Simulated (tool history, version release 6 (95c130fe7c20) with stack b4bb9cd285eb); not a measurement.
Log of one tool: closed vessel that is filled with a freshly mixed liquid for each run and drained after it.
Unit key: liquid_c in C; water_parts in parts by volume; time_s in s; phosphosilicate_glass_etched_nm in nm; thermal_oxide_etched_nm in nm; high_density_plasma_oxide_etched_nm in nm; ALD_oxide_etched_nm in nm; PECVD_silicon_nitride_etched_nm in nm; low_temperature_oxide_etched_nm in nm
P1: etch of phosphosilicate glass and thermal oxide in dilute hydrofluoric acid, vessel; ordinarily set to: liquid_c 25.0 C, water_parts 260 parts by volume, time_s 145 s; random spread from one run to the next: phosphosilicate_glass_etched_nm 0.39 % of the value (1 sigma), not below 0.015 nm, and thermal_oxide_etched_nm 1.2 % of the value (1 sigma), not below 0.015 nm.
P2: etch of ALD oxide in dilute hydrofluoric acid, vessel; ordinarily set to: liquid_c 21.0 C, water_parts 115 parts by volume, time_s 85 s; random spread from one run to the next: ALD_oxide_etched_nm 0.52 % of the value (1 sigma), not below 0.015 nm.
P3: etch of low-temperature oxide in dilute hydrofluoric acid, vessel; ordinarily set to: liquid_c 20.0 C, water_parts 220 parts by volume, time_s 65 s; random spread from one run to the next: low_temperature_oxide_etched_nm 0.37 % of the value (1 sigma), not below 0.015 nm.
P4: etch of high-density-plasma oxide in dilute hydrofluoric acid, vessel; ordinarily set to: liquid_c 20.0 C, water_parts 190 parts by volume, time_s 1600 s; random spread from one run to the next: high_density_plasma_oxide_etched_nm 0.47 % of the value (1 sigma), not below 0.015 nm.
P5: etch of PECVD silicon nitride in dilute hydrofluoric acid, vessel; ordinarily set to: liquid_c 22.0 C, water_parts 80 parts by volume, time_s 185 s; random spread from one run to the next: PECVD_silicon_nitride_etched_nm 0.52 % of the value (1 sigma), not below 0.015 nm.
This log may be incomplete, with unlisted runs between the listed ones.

run   hour  process  liquid_c  water_parts  time_s  hours since the thermometer was replaced  hours since the hydrofluoric acid flow meter was replaced  phosphosilicate_glass_etched_nm  thermal_oxide_etched_nm  high_density_plasma_oxide_etched_nm  ALD_oxide_etched_nm  PECVD_silicon_nitride_etched_nm  low_temperature_oxide_etched_nm
  1   11.5       P1      25.0          260     145                                    1558.8                                                      248.7                           45.775                  2.31110
  2   19.6       P1      25.0          260     270                                    1566.9                                                      256.8                           85.633                  4.14720
      30.3  -- thermometer replaced
  3   31.1       P1      25.0          260     145                                       0.9                                                      268.3                           45.756                  2.30340
  4   40.8       P1      25.0          260     145                                      10.6                                                      278.0                           45.962                  2.24630
  5   49.1       P1      25.0          260     145                                      18.9                                                      286.3                           46.132                  2.28340
  6   58.0       P1      25.0           90     145                                      27.8                                                      295.2                          161.500                  7.95520
  7   67.7       P1      25.0          260     145                                      37.5                                                      304.9                           45.984                  2.28770
  8   74.4       P4      20.0          190    1600                                      44.2                                                      311.6                                                                                         38.692
  9   84.9       P1      25.0          165     250                                      54.7                                                      322.1                          137.860                  6.81980
 10   91.6       P2      21.0          115      85                                      61.4                                                      328.8                                                                                                              7.2901
 11   97.9       P2      21.0           25      85                                      67.7                                                      335.1                                                                                                             37.4970
 12  104.4       P5      27.5           80     185                                      74.2                                                      341.6                                                                                                                                               6.0076
 13  115.0       P3      20.0          220      65                                      84.8                                                      352.2                                                                                                                                                                                6.1130
 14  124.9       P3      20.0          325      65                                      94.7                                                      362.1                                                                                                                                                                                3.7602
 15  133.2       P4      20.0          190    2510                                     103.0                                                      370.4                                                                                         60.590
 16  140.7       P2      21.0          115     170                                     110.5                                                      377.9                                                                                                             14.7940
 17  151.2       P5      22.0           80     280                                     121.0                                                      388.4                                                                                                                                               6.2900
 18  159.8       P2      21.0          115      85                                     129.6                                                      397.0                                                                                                              7.3866
 19  167.4       P4      25.0          190    1600                                     137.2                                                      404.6                                                                                         46.490
 20  176.1       P5      22.0           80     185                                     145.9                                                      413.3                                                                                                                                               4.2286
 21  182.0       P5      22.0           80     185                                     151.8                                                      419.2                                                                                                                                               4.1844
 22  192.5       P1      25.0          260     145                                     162.3                                                      429.7                           46.156                  2.27700
 23  199.2       P2      17.0          115      85                                     169.0                                                      436.4                                                                                                              6.2047
 24  204.8       P5      22.0          120     185                                     174.6                                                      442.0                                                                                                                                               2.8312
 25  212.7       P3      20.0          220     125                                     182.5                                                      449.9                                                                                                                                                                               11.6940
 26  218.1       P1      25.0          260      35                                     187.9                                                      455.3                           11.117                  0.57663
 27  225.1       P1      25.0          405     145                                     194.9                                                      462.3                           25.645                  1.24310
 28  232.6       P1      25.0          260     145                                     202.4                                                      469.8                           45.972                  2.27090
 29  238.1       P1      31.0          400     145                                     207.9                                                      475.3                           31.557                  1.58970
 30  243.9       P1      18.0          420     145                                     213.7                                                      481.1                           19.330                  0.96246
 31  249.9       P1      29.5          260     145                                     219.7                                                      487.1                           53.910                  2.67230
 32  256.9       P1      19.0          260     145                                     226.7                                                      494.1                           36.996                  1.87500
 33  264.2       P4      20.0           45    1600                                     234.0                                                      501.4                                                                                        191.500
 34  272.0       P3      26.0          220      65                                     241.8                                                      509.2                                                                                                                                                                                7.5818
 35  280.8       P1      25.0          260     145                                     250.6                                                      518.0                           46.069                  2.33270
 36  288.9       P1      25.0          260     145                                     258.7                                                      526.1                           46.756                  2.34430
 37  299.2       P1      25.0          260     145                                     269.0                                                      536.4                           47.247                  2.40030
 38  308.7       P1      25.0          260     145                                     278.5                                                      545.9                           47.682                  2.40220
 39  318.3       P1      25.0          260     145                                     288.1                                                      555.5                           47.713                  2.37510
 40  324.6       P1      25.0          260     145                                     294.4                                                      561.8                           48.098                  2.39210
 41  333.4       P1      25.0          260     145                                     303.2                                                      570.6                           48.277                  2.40050
 42  342.8       P1      25.0          260     145                                     312.6                                                      580.0                           47.926                  2.38770
 43  347.8       P1      25.0          260     145                                     317.6                                                      585.0                           48.510                  2.39120
 44  354.5       P1      25.0          260     145                                     324.3                                                      591.7                           48.466                  2.35660
 45  362.5       P1      25.0          260     145                                     332.3                                                      599.7                           48.592                  2.40930
 46  373.3       P1      25.0          260     145                                     343.1                                                      610.5                           48.318                  2.36760

P1 no longer gives what it gave before; its output has crept away from where it was. The following 2 causes, each at its listed size, fit the log equally well:
A: hydrofluoric acid flow above the setpoint (%) = 3.98
B: liquid hotter than its thermometer reads (K) = 1.42
The drift started at roughly hour 280.8.

Listed below are the offered check runs, one wafer per run, with question marks in place of results. For which of them would the causes give clearly different outcomes?
check 1  384.1       P5      22.0           80     185                                                                                                                                                                                                                                                         ?
check 2  384.1       P4      20.0          190    1600                                                                                                                                                                                                   ?
check 3  384.1       P3      20.0          220      65                                                                                                                                                                                                                                                                                          ?
check 4  384.1       P2      21.0          115      85                                                                                                                                                                                                                        ?

What every check run would give for each of its results, assuming each possible cause in turn:
  check                               result    if A    if B
check 1      PECVD_silicon_nitride_etched_nm  4.3593  4.6157
check 2  high_density_plasma_oxide_etched_nm  40.335  40.679
check 3      low_temperature_oxide_etched_nm  6.3877  6.4301
check 4                  ALD_oxide_etched_nm  7.6825  7.7823
Per check, the gap between the least separated pair of causes, taken in the result that splits them most: check 1 5.72 %; check 2 0.85 %; check 3 0.66 %; check 4 1.29 %
Only check 1 tells the causes apart: in the others they would give nearly the same result.

After running check 1, the following was obtained: PECVD_silicon_nitride_etched_nm 4.3955 nm. Which cause does this point to?

It is A: hydrofluoric acid flow above the setpoint (%).

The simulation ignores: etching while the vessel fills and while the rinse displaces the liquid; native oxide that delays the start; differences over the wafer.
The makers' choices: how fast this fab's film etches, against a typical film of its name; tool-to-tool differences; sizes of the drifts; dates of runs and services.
